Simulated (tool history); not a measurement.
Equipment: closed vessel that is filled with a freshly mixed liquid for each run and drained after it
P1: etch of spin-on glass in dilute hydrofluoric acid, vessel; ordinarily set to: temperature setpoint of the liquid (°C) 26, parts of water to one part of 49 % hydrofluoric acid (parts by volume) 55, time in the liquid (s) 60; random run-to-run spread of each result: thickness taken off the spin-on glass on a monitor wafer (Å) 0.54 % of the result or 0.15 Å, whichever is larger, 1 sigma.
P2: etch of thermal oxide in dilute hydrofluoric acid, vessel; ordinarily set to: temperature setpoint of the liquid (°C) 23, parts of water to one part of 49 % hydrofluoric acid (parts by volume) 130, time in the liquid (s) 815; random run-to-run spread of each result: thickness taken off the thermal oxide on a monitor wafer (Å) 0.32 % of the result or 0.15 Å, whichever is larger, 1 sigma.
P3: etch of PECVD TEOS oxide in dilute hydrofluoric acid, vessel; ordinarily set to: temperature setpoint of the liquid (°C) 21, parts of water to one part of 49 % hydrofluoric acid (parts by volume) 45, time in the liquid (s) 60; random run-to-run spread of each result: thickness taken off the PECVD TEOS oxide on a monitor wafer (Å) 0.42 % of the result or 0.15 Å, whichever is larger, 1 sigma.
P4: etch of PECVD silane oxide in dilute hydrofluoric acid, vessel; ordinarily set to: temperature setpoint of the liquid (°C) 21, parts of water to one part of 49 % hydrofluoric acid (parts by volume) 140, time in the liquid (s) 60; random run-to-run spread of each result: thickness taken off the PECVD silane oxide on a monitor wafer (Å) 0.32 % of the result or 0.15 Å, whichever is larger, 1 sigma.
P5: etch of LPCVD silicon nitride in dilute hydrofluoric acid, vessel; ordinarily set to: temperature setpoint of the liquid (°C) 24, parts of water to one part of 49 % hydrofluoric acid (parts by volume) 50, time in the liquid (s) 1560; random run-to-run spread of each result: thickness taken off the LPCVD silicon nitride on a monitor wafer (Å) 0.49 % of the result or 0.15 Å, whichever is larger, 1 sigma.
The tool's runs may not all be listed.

run     day  process that ran  temperature setpoint of the liquid (°C)  parts of water to one part of 49 % hydrofluoric acid (parts by volume)  time in the liquid (s)  thickness taken off the spin-on glass on a monitor wafer (Å)  thickness taken off the PECVD silane oxide on a monitor wafer (Å)  thickness taken off the LPCVD silicon nitride on a monitor wafer (Å)  thickness taken off the PECVD TEOS oxide on a monitor wafer (Å)  thickness taken off the thermal oxide on a monitor wafer (Å)
  1   0.333                P1                                       26                                                                      55                      60                                                        412.49
  2    0.85                P4                                       21                                                                     140                      60                                                                                                                           134.29
  3   1.238                P5                                       24                                                                      20                    1560                                                                                                                                                                                                 376.51
  4   1.488                P1                                       33                                                                      55                      60                                                        544.26
  5   1.746                P1                                     20.5                                                                      55                      60                                                         328.6
  6   2.192                P1                                       26                                                                      55                      60                                                        416.64
  7     2.6                P3                                       21                                                                      75                      60                                                                                                                                                                                                                                                                  64.162
  8   2.988                P3                                       21                                                                      45                      30                                                                                                                                                                                                                                                                   55.06
  9   3.525                P1                                       26                                                                      55                      60                                                        413.89
 10   4.004                P4                                       21                                                                     140                      30                                                                                                                           67.385
 11   4.533                P2                                       23                                                                      55                     815                                                                                                                                                                                                                                                                                                                                713.62
 12   5.058                P5                                       24                                                                      50                    2695                                                                                                                                                                                                 268.02
 13   5.346                P3                                       21                                                                      45                      60                                                                                                                                                                                                                                                                  110.58
 14    5.65                P5                                     27.5                                                                      50                    1560                                                                                                                                                                                                 196.03
 15   6.038                P1                                       26                                                                      55                      30                                                        206.69
 16   6.446                P2                                       17                                                                     130                     815                                                                                                                                                                                                                                                                                                                                216.35
      6.546  -- hydrofluoric acid flow meter replaced
 17   6.729                P5                                       24                                                                      50                    1560                                                                                                                                                                                                  155.6
 18   6.979                P1                                       21                                                                      20                      60                                                        965.08
 19    7.35                P3                                       17                                                                      45                      60                                                                                                                                                                                                                                                                  92.722
 20   7.838                P2                                       23                                                                     130                     815                                                                                                                                                                                                                                                                                                                                276.19
 21   8.354                P1                                       26                                                                      55                      60                                                         412.4
 22   8.892                P1                                       26                                                                      90                      60                                                        240.86
 23   9.154                P2                                       23                                                                     130                    1560                                                                                                                                                                                                                                                                                                                                525.75
 24   9.479                P1                                       26                                                                      20                      60                                                        1192.4
 25   9.854                P5                                       24                                                                      50                    1560                                                                                                                                                                                                 154.25
 26   10.35                P1                                       26                                                                      55                     115                                                        788.07
 27  10.892                P4                                       21                                                                     240                      60                                                                                                                           71.044
 28  11.233                P2                                       23                                                                     130                     815                                                                                                                                                                                                                                                                                                                                275.56
 29  11.583                P4                                       28                                                                     140                      60                                                                                                                           177.04
 30  11.962                P1                                       26                                                                      55                      60                                                        414.21
 31  12.212                P1                                       26                                                                      55                      60                                                        403.22
 32  12.704                P1                                       26                                                                      55                      60                                                        392.58
 33  13.079                P1                                       26                                                                      55                      60                                                        394.94
 34  13.338                P1                                       26                                                                      55                      60                                                        390.99
 35  13.721                P1                                       26                                                                      55                      60                                                        384.99
 36  14.183                P1                                       26                                                                      55                      60                                                        382.03
 37  14.471                P1                                       26                                                                      55                      60                                                        385.99
 38  14.833                P1                                       26                                                                      55                      60                                                        386.99

P1 no longer gives what it gave before; its output has crept away from where it was. The following 2 causes, each at its listed size, fit the log equally well:
A: hydrofluoric acid flow below the setpoint (%) = 6.02
B: liquid colder than its thermometer reads (K) = 1.66
The drift started at roughly day 11.962.

Consider the 4 single-wafer check runs listed below, results given as question marks: which one distinguishes between the causes by giving clearly different results for each?
check 1  15.196                P3                                       21                                                                      45                      60                                                                                                                                                                                                                                                                       ?
check 2  15.196                P5                                       24                                                                      50                    1560                                                                                                                                                                                                      ?
check 3  15.196                P2                                       23                                                                     130                     815                                                                                                                                                                                                                                                                                                                                     ?
check 4  15.196                P4                                       21                                                                     140                      60                                                                                                                                ?

Check results expected under each cause:
  check                                                                result    if A    if B
check 1       thickness taken off the PECVD TEOS oxide on a monitor wafer (Å)  103.27  102.75
check 2  thickness taken off the LPCVD silicon nitride on a monitor wafer (Å)  146.14  138.75
check 3          thickness taken off the thermal oxide on a monitor wafer (Å)  256.09  257.66
check 4     thickness taken off the PECVD silane oxide on a monitor wafer (Å)   125.7  126.38
Distance between the nearest two causes, measured in the result of the check that separates them most: check 1 0.51 %; check 2 5.19 %; check 3 0.61 %; check 4 0.54 %
Check 2 is the one run that separates the causes; every other check would come out nearly the same whichever cause is at work.

Then check 2 was run and gave: thickness taken off the LPCVD silicon nitride on a monitor wafer (Å) 138.91. Which cause is it?

Of the candidate causes, it is B: liquid colder than its thermometer reads (K).
